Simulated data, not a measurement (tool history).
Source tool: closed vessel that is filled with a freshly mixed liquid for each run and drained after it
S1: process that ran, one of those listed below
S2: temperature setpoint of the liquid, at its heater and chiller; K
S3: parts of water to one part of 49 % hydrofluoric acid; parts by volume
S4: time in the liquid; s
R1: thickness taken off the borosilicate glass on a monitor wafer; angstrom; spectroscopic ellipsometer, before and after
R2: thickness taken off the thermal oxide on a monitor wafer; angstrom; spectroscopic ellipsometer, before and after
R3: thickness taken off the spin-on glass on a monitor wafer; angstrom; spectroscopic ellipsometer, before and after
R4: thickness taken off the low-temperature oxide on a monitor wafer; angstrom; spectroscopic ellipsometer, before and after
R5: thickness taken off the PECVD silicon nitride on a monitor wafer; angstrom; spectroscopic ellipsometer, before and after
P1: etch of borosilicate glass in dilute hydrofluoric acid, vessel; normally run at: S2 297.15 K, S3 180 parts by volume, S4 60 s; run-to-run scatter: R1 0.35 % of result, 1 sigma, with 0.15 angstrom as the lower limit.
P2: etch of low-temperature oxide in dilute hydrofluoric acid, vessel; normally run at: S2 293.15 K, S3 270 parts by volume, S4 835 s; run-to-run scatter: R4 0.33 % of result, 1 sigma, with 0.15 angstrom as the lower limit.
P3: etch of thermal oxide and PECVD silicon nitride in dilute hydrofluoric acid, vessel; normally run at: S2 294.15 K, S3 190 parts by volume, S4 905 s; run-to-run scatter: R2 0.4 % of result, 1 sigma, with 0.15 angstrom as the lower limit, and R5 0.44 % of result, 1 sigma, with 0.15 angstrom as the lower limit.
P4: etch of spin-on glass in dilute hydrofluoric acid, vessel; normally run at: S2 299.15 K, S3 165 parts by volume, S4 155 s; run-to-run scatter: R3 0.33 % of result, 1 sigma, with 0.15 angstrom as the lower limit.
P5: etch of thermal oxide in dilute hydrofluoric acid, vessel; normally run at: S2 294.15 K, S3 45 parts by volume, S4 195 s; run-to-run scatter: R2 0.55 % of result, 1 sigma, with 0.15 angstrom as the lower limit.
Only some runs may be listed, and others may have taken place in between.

Run 1, hour 7.4: S1 P1, S2 297.15 K, S3 180 parts by volume, S4 60 s. Result: R1 143.06 angstrom.
Run 2, hour 15: S1 P5, S2 302.15 K, S3 45 parts by volume, S4 195 s. Result: R2 262.88 angstrom.
Run 3, hour 20.4: S1 P4, S2 295.15 K, S3 165 parts by volume, S4 155 s. Result: R3 263.66 angstrom.
Run 4, hour 25.8: S1 P2, S2 293.15 K, S3 270 parts by volume, S4 835 s. Result: R4 541.03 angstrom.
Run 5, hour 31.4: S1 P1, S2 297.15 K, S3 180 parts by volume, S4 60 s. Result: R1 144.13 angstrom.
Run 6, hour 36.3: S1 P1, S2 297.15 K, S3 180 parts by volume, S4 90 s. Result: R1 214.68 angstrom.
Run 7, hour 40.8: S1 P3, S2 294.15 K, S3 190 parts by volume, S4 905 s. Result: R2 184.06 angstrom, R5 225.03 angstrom.
Run 8, hour 44.5: S1 P1, S2 297.15 K, S3 180 parts by volume, S4 60 s. Result: R1 142.63 angstrom.
Run 9, hour 48.5: S1 P4, S2 299.15 K, S3 165 parts by volume, S4 155 s. Result: R3 306.57 angstrom.
Run 10, hour 52.7: S1 P3, S2 290.15 K, S3 190 parts by volume, S4 905 s. Result: R2 156.47 angstrom, R5 174.15 angstrom.
Run 11, hour 59.1: S1 P2, S2 290.15 K, S3 270 parts by volume, S4 835 s. Result: R4 484.99 angstrom.
Run 12, hour 66.2: S1 P1, S2 297.15 K, S3 180 parts by volume, S4 60 s. Result: R1 143 angstrom.
Run 13, hour 72.1: S1 P4, S2 299.15 K, S3 165 parts by volume, S4 155 s. Result: R3 307.27 angstrom.
Run 14, hour 75.7: S1 P1, S2 291.15 K, S3 180 parts by volume, S4 30 s. Result: R1 57.544 angstrom.
Run 15, hour 79.6: S1 P3, S2 294.15 K, S3 190 parts by volume, S4 905 s. Result: R2 183.98 angstrom, R5 226.54 angstrom.
Run 16, hour 85.6: S1 P3, S2 294.15 K, S3 190 parts by volume, S4 95 s. Result: R2 19.29 angstrom, R5 23.839 angstrom.
Run 17, hour 90.8: S1 P1, S2 297.15 K, S3 315 parts by volume, S4 60 s. Result: R1 71.789 angstrom.
Run 18, hour 95.9: S1 P1, S2 303.65 K, S3 180 parts by volume, S4 60 s. Result: R1 180.63 angstrom.
Run 19, hour 101.8: S1 P3, S2 294.15 K, S3 340 parts by volume, S4 905 s. Result: R2 89.31 angstrom, R5 128.73 angstrom.
Run 20, hour 107: S1 P5, S2 294.15 K, S3 45 parts by volume, S4 195 s. Result: R2 192.76 angstrom.
Run 21, hour 111: S1 P1, S2 297.15 K, S3 180 parts by volume, S4 30 s. Result: R1 72.511 angstrom.
Run 22, hour 114.5: S1 P1, S2 293.15 K, S3 180 parts by volume, S4 60 s. Result: R1 123.5 angstrom.
Run 23, hour 120.7: S1 P1, S2 297.15 K, S3 30 parts by volume, S4 60 s. Result: R1 1029.3 angstrom.
Run 24, hour 125: S1 P2, S2 293.15 K, S3 485 parts by volume, S4 835 s. Result: R4 252.8 angstrom.
Run 25, hour 132: S1 P5, S2 294.15 K, S3 45 parts by volume, S4 195 s. Result: R2 192.11 angstrom.
Run 26, hour 138.2: S1 P5, S2 294.15 K, S3 45 parts by volume, S4 315 s. Result: R2 308.31 angstrom.
Run 27, hour 144.3: S1 P2, S2 293.15 K, S3 270 parts by volume, S4 400 s. Result: R4 260.17 angstrom.
Run 28, hour 148.2: S1 P4, S2 299.15 K, S3 275 parts by volume, S4 155 s. Result: R3 162.28 angstrom.
Run 29, hour 153.7: S1 P5, S2 294.15 K, S3 20 parts by volume, S4 195 s. Result: R2 448.69 angstrom.
Run 30, hour 157.3: S1 P1, S2 297.15 K, S3 180 parts by volume, S4 60 s. Result: R1 143.12 angstrom.
Run 31, hour 164.9: S1 P4, S2 299.15 K, S3 165 parts by volume, S4 315 s. Result: R3 619.82 angstrom.
Run 32, hour 170.1: S1 P1, S2 297.15 K, S3 180 parts by volume, S4 60 s. Result: R1 143.31 angstrom.
Run 33, hour 178: S1 P1, S2 297.15 K, S3 180 parts by volume, S4 60 s. Result: R1 148.23 angstrom.
Run 34, hour 185.3: S1 P1, S2 297.15 K, S3 180 parts by volume, S4 60 s. Result: R1 148.76 angstrom.
Run 35, hour 192.9: S1 P1, S2 297.15 K, S3 180 parts by volume, S4 60 s. Result: R1 150.4 angstrom.
Run 36, hour 200.7: S1 P1, S2 297.15 K, S3 180 parts by volume, S4 60 s. Result: R1 150.06 angstrom.
Run 37, hour 205.3: S1 P1, S2 297.15 K, S3 180 parts by volume, S4 60 s. Result: R1 151.49 angstrom.
Run 38, hour 209.1: S1 P1, S2 297.15 K, S3 180 parts by volume, S4 60 s. Result: R1 150.42 angstrom.
Run 39, hour 214.4: S1 P1, S2 297.15 K, S3 180 parts by volume, S4 60 s. Result: R1 150.73 angstrom.
Run 40, hour 220.4: S1 P1, S2 297.15 K, S3 180 parts by volume, S4 60 s. Result: R1 151.49 angstrom.

Compared with where it was, what P1 gives has crept away. Each cause listed below fits the log as well as the rest, at the size given for it:
A: hydrofluoric acid flow above the setpoint (%) = 4.4
B: liquid hotter than its thermometer reads (K) = 1.39
The process output started creeping at around hour 170.1.

The check runs listed below each take one wafer, and their results are still question marks. Under which run would the listed causes lead to clearly different results?
Run check 1, hour 226.4: S1 P5, S2 298.15 K, S3 30 parts by volume, S4 195 s. Result: R2 ?.
Run check 2, hour 226.4: S1 P4, S2 299.15 K, S3 270 parts by volume, S4 300 s. Result: R3 ?.
Run check 3, hour 226.4: S1 P2, S2 290.15 K, S3 360 parts by volume, S4 835 s. Result: R4 ?.
Run check 4, hour 226.4: S1 P3, S2 290.15 K, S3 315 parts by volume, S4 905 s. Result: R2 ?, R5 ?.

Outcome of each check run for each possible cause:
  check  result    if A    if B
check 1      R2  364.09  368.78
check 2      R3  341.44   338.9
check 3      R4  356.04  354.43
check 4      R2    89.6  89.397
check 4      R5  111.89  117.53
How far apart the two closest causes lie, in the result that separates them most: check 1 1.28 %; check 2 0.74 %; check 3 0.45 %; check 4 4.91 %
Only check 4 tells the causes apart: in the others they would give nearly the same result.

The results of check 4 are: R2 90.05 angstrom; R5 116.92 angstrom. Based on these, which of the listed causes is it?

It is B: liquid hotter than its thermometer reads (K).
